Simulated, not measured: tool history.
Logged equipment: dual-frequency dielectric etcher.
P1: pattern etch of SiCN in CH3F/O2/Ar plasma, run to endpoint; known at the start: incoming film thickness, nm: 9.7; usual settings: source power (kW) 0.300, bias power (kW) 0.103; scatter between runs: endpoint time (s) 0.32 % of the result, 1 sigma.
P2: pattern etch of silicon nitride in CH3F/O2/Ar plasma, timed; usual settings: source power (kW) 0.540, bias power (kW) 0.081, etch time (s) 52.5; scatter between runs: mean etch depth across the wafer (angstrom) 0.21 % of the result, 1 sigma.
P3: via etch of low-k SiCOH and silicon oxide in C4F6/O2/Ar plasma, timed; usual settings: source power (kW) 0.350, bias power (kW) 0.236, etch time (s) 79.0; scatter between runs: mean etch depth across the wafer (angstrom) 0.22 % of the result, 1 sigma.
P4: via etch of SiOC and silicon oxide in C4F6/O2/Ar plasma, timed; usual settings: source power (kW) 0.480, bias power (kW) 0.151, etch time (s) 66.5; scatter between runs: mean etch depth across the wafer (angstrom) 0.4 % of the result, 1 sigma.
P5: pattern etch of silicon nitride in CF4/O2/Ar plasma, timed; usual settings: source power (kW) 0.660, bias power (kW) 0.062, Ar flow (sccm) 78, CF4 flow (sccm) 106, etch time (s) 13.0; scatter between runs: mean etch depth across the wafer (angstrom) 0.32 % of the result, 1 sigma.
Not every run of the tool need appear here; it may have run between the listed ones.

run,hour,process that ran,source power (kW),bias power (kW),Ar flow (sccm),CF4 flow (sccm),etch time (s),hours since the last wet clean,hours since the last source power generator calibration,hours since the last bias power generator calibration,endpoint time (s),mean etch depth across the wafer (angstrom)
1,5.7,P1,0.300,0.103,,,,149.2,871.8,3572.1,24.603,
2,10.9,P1,0.300,0.103,,,,154.4,877.0,3577.3,24.607,
3,19.9,P1,0.300,0.103,,,,163.4,886.0,3586.3,24.488,
4,29.4,P5,0.660,0.062,78,77,13.0,172.9,895.5,3595.8,,341.53
# hour 35.6: bias power generator calibrated
5,38.5,P1,0.190,0.063,,,,182.0,904.6,3.0,34.932,
6,45.2,P2,0.540,0.101,,,52.5,188.7,911.3,9.7,,477.14
7,52.1,P1,0.410,0.103,,,,195.6,918.2,16.6,22.078,
8,59.2,P4,0.480,0.116,,,66.5,202.7,925.3,23.7,,720.76
9,64.6,P1,0.300,0.103,,,,208.1,930.7,29.1,24.635,
10,72.9,P5,0.450,0.062,78,106,13.0,216.4,939.0,37.4,,254.68
11,79.0,P1,0.300,0.140,,,,222.5,945.1,43.5,21.702,
12,86.4,P5,0.660,0.062,78,106,9.5,229.9,952.5,50.9,,260.18
13,93.3,P1,0.300,0.103,,,,236.8,959.4,57.8,24.584,
14,99.4,P1,0.300,0.103,,,,242.9,965.5,63.9,24.811,
15,105.1,P3,0.350,0.159,,,79.0,248.6,971.2,69.6,,1973.30
16,113.9,P5,0.660,0.062,78,106,13.0,257.4,980.0,78.4,,354.94
17,120.2,P4,0.480,0.151,,,66.5,263.7,986.3,84.7,,782.46
18,127.3,P2,0.540,0.081,,,78.5,270.8,993.4,91.8,,660.73
19,134.3,P3,0.350,0.236,,,46.5,277.8,1000.4,98.8,,1314.20
20,141.8,P4,0.480,0.151,,,66.5,285.3,1007.9,106.3,,784.35
21,146.4,P1,0.210,0.103,,,,289.9,1012.5,110.9,28.065,
22,153.7,P3,0.350,0.236,,,79.0,297.2,1019.8,118.2,,2235.90
23,158.3,P4,0.480,0.151,,,36.5,301.8,1024.4,122.8,,433.15
24,167.7,P3,0.350,0.236,,,79.0,311.2,1033.8,132.2,,2232.30
25,173.1,P1,0.300,0.060,,,,316.6,1039.2,137.6,29.991,
26,180.1,P2,0.540,0.081,,,52.5,323.6,1046.2,144.6,,439.57
27,187.7,P4,0.670,0.151,,,66.5,331.2,1053.8,152.2,,897.15
28,196.9,P5,0.660,0.062,56,106,13.0,340.4,1063.0,161.4,,366.32

The next listed run, before its measurement:
29,201.0,P3,0.230,0.236,,,79.0,344.5,1067.1,165.5,,?

mean etch depth across the wafer (angstrom): 1906.20
